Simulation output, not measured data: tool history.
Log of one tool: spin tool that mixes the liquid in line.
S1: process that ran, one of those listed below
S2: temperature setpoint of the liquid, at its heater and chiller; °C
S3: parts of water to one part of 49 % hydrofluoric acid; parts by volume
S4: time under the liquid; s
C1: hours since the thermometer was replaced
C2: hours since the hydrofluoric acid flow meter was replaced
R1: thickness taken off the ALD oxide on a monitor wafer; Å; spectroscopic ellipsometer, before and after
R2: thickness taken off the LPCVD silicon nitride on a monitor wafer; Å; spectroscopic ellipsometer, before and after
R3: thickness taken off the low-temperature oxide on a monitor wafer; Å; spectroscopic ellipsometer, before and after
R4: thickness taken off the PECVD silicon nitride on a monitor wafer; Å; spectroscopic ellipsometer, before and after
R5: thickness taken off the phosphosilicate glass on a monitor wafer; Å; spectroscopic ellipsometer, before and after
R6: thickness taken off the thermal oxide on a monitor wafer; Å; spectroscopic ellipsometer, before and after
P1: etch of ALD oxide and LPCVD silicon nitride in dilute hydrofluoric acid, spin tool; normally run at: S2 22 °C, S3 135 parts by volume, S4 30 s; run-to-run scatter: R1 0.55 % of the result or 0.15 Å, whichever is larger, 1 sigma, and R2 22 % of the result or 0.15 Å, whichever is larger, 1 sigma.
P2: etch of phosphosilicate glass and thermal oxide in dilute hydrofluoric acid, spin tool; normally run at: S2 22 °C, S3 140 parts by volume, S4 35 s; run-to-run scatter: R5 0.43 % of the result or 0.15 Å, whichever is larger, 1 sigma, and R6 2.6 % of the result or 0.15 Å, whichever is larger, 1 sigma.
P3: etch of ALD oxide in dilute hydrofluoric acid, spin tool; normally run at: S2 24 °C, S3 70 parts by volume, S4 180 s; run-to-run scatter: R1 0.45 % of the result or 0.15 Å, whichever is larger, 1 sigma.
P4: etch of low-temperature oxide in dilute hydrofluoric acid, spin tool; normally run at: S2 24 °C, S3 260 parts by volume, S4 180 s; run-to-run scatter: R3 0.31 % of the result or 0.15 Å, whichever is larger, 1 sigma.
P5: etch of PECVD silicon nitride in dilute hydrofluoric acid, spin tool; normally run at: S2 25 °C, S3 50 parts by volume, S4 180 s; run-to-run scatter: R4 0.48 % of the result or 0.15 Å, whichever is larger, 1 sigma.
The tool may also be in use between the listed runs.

Run 1, hour 5.5: S1 P1, S2 22 °C, S3 135 parts by volume, S4 30 s; C1 460.7; C2 660.1. Result: R1 58.146 Å, R2 0.92954 Å.
Run 2, hour 11.7: S1 P4, S2 24 °C, S3 55 parts by volume, S4 180 s; C1 466.9; C2 666.3. Result: R3 462.07 Å.
Run 3, hour 17: S1 P5, S2 25 °C, S3 50 parts by volume, S4 325 s; C1 472.2; C2 671.6. Result: R4 211.22 Å.
Run 4, hour 20.1: S1 P1, S2 17 °C, S3 135 parts by volume, S4 30 s; C1 475.3; C2 674.7. Result: R1 47.248 Å, R2 0.64326 Å.
Run 5, hour 26.1: S1 P3, S2 24 °C, S3 70 parts by volume, S4 25 s; C1 481.3; C2 680.7. Result: R1 57.407 Å.
Run 6, hour 29.2: S1 P1, S2 22 °C, S3 75 parts by volume, S4 30 s; C1 484.4; C2 683.8. Result: R1 113.1 Å, R2 1.4258 Å.
Run 7, hour 35: S1 P1, S2 22 °C, S3 135 parts by volume, S4 30 s; C1 490.2; C2 689.6. Result: R1 58.283 Å, R2 0.95763 Å.
Run 8, hour 39.2: S1 P1, S2 22 °C, S3 135 parts by volume, S4 15 s; C1 494.4; C2 693.8. Result: R1 28.932 Å, R2 0.27363 Å.
Run 9, hour 44.3: S1 P3, S2 31.5 °C, S3 70 parts by volume, S4 180 s; C1 499.5; C2 698.9. Result: R1 553.76 Å.
Run 10, hour 47.6: S1 P1, S2 22 °C, S3 135 parts by volume, S4 30 s; C1 502.8; C2 702.2. Result: R1 58.687 Å, R2 0.74214 Å.
Run 11, hour 52.7: S1 P2, S2 22 °C, S3 140 parts by volume, S4 60 s; C1 507.9; C2 707.3. Result: R5 591.17 Å, R6 17.349 Å.
Run 12, hour 58: S1 P2, S2 22 °C, S3 25 parts by volume, S4 35 s; C1 513.2; C2 712.6. Result: R5 2216.1 Å, R6 65.995 Å.
Run 13, hour 64.9: S1 P5, S2 33 °C, S3 50 parts by volume, S4 180 s; C1 520.1; C2 719.5. Result: R4 196.35 Å.
Run 14, hour 70: S1 P1, S2 22 °C, S3 220 parts by volume, S4 30 s; C1 525.2; C2 724.6. Result: R1 32.685 Å, R2 0.56101 Å.
Run 15, hour 76.8: S1 P2, S2 26 °C, S3 140 parts by volume, S4 35 s; C1 532; C2 731.4. Result: R5 405.84 Å, R6 11.297 Å.
Run 16, hour 83.6: S1 P4, S2 24 °C, S3 260 parts by volume, S4 15 s; C1 538.8; C2 738.2. Result: R3 6.4576 Å.
Run 17, hour 88.7: S1 P2, S2 22 °C, S3 140 parts by volume, S4 35 s; C1 543.9; C2 743.3. Result: R5 341.95 Å, R6 10.018 Å.
Run 18, hour 94.1: S1 P1, S2 30 °C, S3 135 parts by volume, S4 30 s; C1 549.3; C2 748.7. Result: R1 77.543 Å, R2 1.3842 Å.
Run 19, hour 97.5: S1 P1, S2 22 °C, S3 135 parts by volume, S4 30 s; C1 552.7; C2 752.1. Result: R1 57.83 Å, R2 1.1038 Å.
Run 20, hour 102.7: S1 P3, S2 24 °C, S3 70 parts by volume, S4 180 s; C1 557.9; C2 757.3. Result: R1 408.68 Å.
Run 21, hour 106.8: S1 P1, S2 22 °C, S3 135 parts by volume, S4 55 s; C1 562; C2 761.4. Result: R1 106.64 Å, R2 2.1898 Å.
Run 22, hour 110.5: S1 P1, S2 17 °C, S3 30 parts by volume, S4 30 s; C1 565.7; C2 765.1. Result: R1 240.88 Å, R2 4.7137 Å.
Run 23, hour 114: S1 P4, S2 30.5 °C, S3 260 parts by volume, S4 180 s; C1 569.2; C2 768.6. Result: R3 97.026 Å.
Run 24, hour 119: S1 P4, S2 24 °C, S3 260 parts by volume, S4 180 s; C1 574.2; C2 773.6. Result: R3 77.371 Å.
Run 25, hour 122.1: S1 P5, S2 25 °C, S3 50 parts by volume, S4 180 s; C1 577.3; C2 776.7. Result: R4 116.5 Å.
Run 26, hour 128.5: S1 P5, S2 25 °C, S3 70 parts by volume, S4 180 s; C1 583.7; C2 783.1. Result: R4 83.657 Å.
Run 27, hour 132.3: S1 P3, S2 24 °C, S3 110 parts by volume, S4 180 s; C1 587.5; C2 786.9. Result: R1 248.37 Å.
Run 28, hour 138.7: S1 P1, S2 22 °C, S3 135 parts by volume, S4 30 s; C1 593.9; C2 793.3. Result: R1 58.22 Å, R2 0.72286 Å.
Run 29, hour 144.7: S1 P1, S2 22 °C, S3 135 parts by volume, S4 30 s; C1 599.9; C2 799.3. Result: R1 57.046 Å, R2 1.2915 Å.
Run 30, hour 148.7: S1 P1, S2 22 °C, S3 135 parts by volume, S4 30 s; C1 603.9; C2 803.3. Result: R1 55.623 Å, R2 0.66022 Å.
Run 31, hour 154.3: S1 P1, S2 22 °C, S3 135 parts by volume, S4 30 s; C1 609.5; C2 808.9. Result: R1 55.736 Å, R2 0.88646 Å.
Run 32, hour 160.4: S1 P1, S2 22 °C, S3 135 parts by volume, S4 30 s; C1 615.6; C2 815. Result: R1 54.718 Å, R2 0.93654 Å.
Run 33, hour 166.8: S1 P1, S2 22 °C, S3 135 parts by volume, S4 30 s; C1 622; C2 821.4. Result: R1 54.763 Å, R2 1.1315 Å.
Run 34, hour 170.7: S1 P1, S2 22 °C, S3 135 parts by volume, S4 30 s; C1 625.9; C2 825.3. Result: R1 55.09 Å, R2 0.68972 Å.
Run 35, hour 175.4: S1 P1, S2 22 °C, S3 135 parts by volume, S4 30 s; C1 630.6; C2 830. Result: R1 54.127 Å, R2 1.0738 Å.
Run 36, hour 178.8: S1 P1, S2 22 °C, S3 135 parts by volume, S4 30 s; C1 634; C2 833.4. Result: R1 54.628 Å, R2 1.118 Å.
Run 37, hour 182: S1 P1, S2 22 °C, S3 135 parts by volume, S4 30 s; C1 637.2; C2 836.6. Result: R1 54.319 Å, R2 1.0631 Å.
Run 38, hour 185.9: S1 P1, S2 22 °C, S3 135 parts by volume, S4 30 s; C1 641.1; C2 840.5. Result: R1 54.254 Å, R2 0.69407 Å.

What P1 gives has crept away from where it was. These 2 causes fit the log equally well, each at the size given:
A: hydrofluoric acid flow below the setpoint (%) = 5.17
B: liquid colder than its thermometer reads (K) = 1.55
The creep began at about hour 138.7.

4 check runs are offered, one wafer each, their results left as question marks. Which one tells the causes apart?
Run check 1, hour 189.8: S1 P2, S2 25.5 °C, S3 40 parts by volume, S4 35 s. Result: R5 ?, R6 ?.
Run check 2, hour 189.8: S1 P4, S2 24 °C, S3 260 parts by volume, S4 40 s. Result: R3 ?.
Run check 3, hour 189.8: S1 P5, S2 33 °C, S3 50 parts by volume, S4 180 s. Result: R4 ?.
Run check 4, hour 189.8: S1 P3, S2 31 °C, S3 70 parts by volume, S4 180 s. Result: R1 ?.

What each check would give under each cause:
  check  result    if A    if B
check 1      R5  1485.6    1474
check 1      R6  43.086  42.749
check 2      R3  16.042  16.229
check 3      R4  185.96  177.71
check 4      R1  512.11  511.78
How far apart the two closest causes lie, in the result that separates them most: check 1 0.79 %; check 2 1.16 %; check 3 4.54 %; check 4 0.06 %
Check 3 tells the causes apart: in the others they would give nearly the same result.

Then check 3 was run and gave: R4 186.48 Å. Which cause is it?

It is A: hydrofluoric acid flow below the setpoint (%).
